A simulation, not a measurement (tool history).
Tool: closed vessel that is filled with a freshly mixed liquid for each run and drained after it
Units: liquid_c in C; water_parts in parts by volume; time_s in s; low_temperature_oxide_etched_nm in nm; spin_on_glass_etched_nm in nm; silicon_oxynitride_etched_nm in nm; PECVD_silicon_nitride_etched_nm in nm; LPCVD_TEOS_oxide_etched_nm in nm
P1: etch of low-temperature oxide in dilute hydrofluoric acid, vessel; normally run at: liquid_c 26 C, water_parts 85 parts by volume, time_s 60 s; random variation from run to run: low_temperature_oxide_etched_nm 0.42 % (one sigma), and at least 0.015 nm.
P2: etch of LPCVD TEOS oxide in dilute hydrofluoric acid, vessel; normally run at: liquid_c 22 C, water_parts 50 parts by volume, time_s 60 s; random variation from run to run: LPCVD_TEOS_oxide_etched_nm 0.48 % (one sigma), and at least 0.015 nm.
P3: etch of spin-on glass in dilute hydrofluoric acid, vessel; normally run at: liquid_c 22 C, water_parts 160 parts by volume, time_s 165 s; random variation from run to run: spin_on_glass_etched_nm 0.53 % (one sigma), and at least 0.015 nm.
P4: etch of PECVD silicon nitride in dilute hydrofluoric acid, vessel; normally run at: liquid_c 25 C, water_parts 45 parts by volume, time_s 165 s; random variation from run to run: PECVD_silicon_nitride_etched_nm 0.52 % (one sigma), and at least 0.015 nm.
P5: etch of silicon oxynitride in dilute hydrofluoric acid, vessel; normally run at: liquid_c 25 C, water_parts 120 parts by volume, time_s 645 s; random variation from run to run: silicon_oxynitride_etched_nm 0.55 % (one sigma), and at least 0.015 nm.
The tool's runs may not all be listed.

run     day  process  liquid_c  water_parts  time_s  hours since the thermometer was replaced  hours since the hydrofluoric acid flow meter was replaced  low_temperature_oxide_etched_nm  spin_on_glass_etched_nm  silicon_oxynitride_etched_nm  PECVD_silicon_nitride_etched_nm  LPCVD_TEOS_oxide_etched_nm
  1   0.162       P1        26           85      60                                     254.5                                                      183.9                           20.819
  2   0.454       P3        22           40     165                                     261.5                                                      190.9                                                    213.23
  3   0.796       P5        25          120     645                                     269.7                                                      199.1                                                                                  26.054
  4   0.983       P4        25           45     165                                     274.2                                                      203.6                                                                                                                   21.526
  5   1.258       P5      19.5          120     645                                     280.8                                                      210.2                                                                                  20.137
  6   1.433       P2        22           20      60                                       285                                                      214.4                                                                                                                                               154.07
  7   1.679       P1      20.5           85      60                                     290.9                                                      220.3                           16.602
  8   2.004       P1        22           85      95                                     298.7                                                      228.1                           27.875
  9   2.338       P2        28           50      60                                     306.7                                                      236.1                                                                                                                                               75.557
      2.533  -- hydrofluoric acid flow meter replaced
 10   2.554       P1        26           85      60                                     311.9                                                        0.5                           20.857
 11   2.746       P5        25          120      80                                     316.5                                                        5.1                                                                                  3.2515
 12   3.012       P5        25          200     645                                     322.9                                                       11.5                                                                                  14.758
 13   3.188       P3        22          160     165                                     327.1                                                       15.7                                                    45.832
 14   3.371       P1        26           85      60                                     331.5                                                       20.1                            20.82
 15   3.696       P2        22           50      60                                     339.3                                                       27.9                                                                                                                                               59.839
 16   3.967       P1        26          125      60                                     345.8                                                       34.4                           13.442
 17   4.183       P1        26           40      60                                       351                                                       39.6                           47.111
 18   4.508       P1      33.5           85      60                                     358.8                                                       47.4                           27.801
 19   4.746       P4        30           45     165                                     364.5                                                       53.1                                                                                                                   30.304
 20   4.962       P1        26           85      30                                     369.7                                                       58.3                           10.382
 21   5.117       P4        25           20     165                                     373.4                                                         62                                                                                                                   47.188
 22   5.354       P1        26           85      90                                     379.1                                                       67.7                           31.187
 23   5.533       P1        26           85      60                                     383.4                                                         72                           20.816
 24   5.854       P3      27.5          160     165                                     391.1                                                       79.7                                                    56.718
 25   6.062       P2        22           50     110                                     396.1                                                       84.7                                                                                                                                               110.04
 26   6.404       P2        22           50      60                                     404.3                                                       92.9                                                                                                                                                59.78
 27    6.65       P1        26           85      60                                     410.2                                                       98.8                            20.83
 28   6.875       P4        25           45     300                                     415.6                                                      104.2                                                                                                                   39.166
 29   7.171       P3        22          160     250                                     422.7                                                      111.3                                                     70.46
 30   7.429       P1        26           85      60                                     428.9                                                      117.5                           20.921
 31     7.7       P1        26           85      60                                     435.4                                                        124                           21.215
 32   8.038       P1        26           85      60                                     443.5                                                      132.1                           21.803
 33   8.321       P1        26           85      60                                     450.3                                                      138.9                           21.985
 34   8.604       P1        26           85      60                                     457.1                                                      145.7                           22.063
 35    8.95       P1        26           85      60                                     465.4                                                        154                           22.161
 36     9.2       P1        26           85      60                                     471.4                                                        160                           22.267
 37   9.529       P1        26           85      60                                     479.3                                                      167.9                             22.3
 38   9.879       P1        26           85      60                                     487.7                                                      176.3                           22.463
 39  10.175       P1        26           85      60                                     494.8                                                      183.4                           22.422
 40  10.504       P1        26           85      60                                     502.7                                                      191.3                           22.392
 41  10.825       P1        26           85      60                                     510.4                                                        199                           22.565

What P1 gives has crept away from where it was. These 2 causes fit the log equally well, each at the size given:
A: hydrofluoric acid flow above the setpoint (%) = 6.76
B: liquid hotter than its thermometer reads (K) = 1.87
The creep began at about day 7.429.

4 check runs are offered, one wafer each, their results left as question marks. Which one tells the causes apart?
check 1  11.146       P5        22          195     645                                                                                                                                                                                            ?
check 2  11.146       P4        25           25     280                                                                                                                                                                                                                             ?
check 3  11.146       P3        25           45     165                                                                                                                                                              ?
check 4  11.146       P2        28           20      60                                                                                                                                                                                                                                                         ?

What each check would give under each cause:
  check                           result    if A    if B
check 1     silicon_oxynitride_etched_nm  14.205  14.353
check 2  PECVD_silicon_nitride_etched_nm  68.945  73.452
check 3          spin_on_glass_etched_nm  228.34  229.89
check 4       LPCVD_TEOS_oxide_etched_nm  212.71  214.56
How far apart the two closest causes lie, in the result that separates them most: check 1 1.04 %; check 2 6.33 %; check 3 0.68 %; check 4 0.87 %
Check 2 tells the causes apart: in the others they would give nearly the same result.

Then check 2 was run and gave: PECVD_silicon_nitride_etched_nm 68.607 nm. Which cause is it?

It is A: hydrofluoric acid flow above the setpoint (%).

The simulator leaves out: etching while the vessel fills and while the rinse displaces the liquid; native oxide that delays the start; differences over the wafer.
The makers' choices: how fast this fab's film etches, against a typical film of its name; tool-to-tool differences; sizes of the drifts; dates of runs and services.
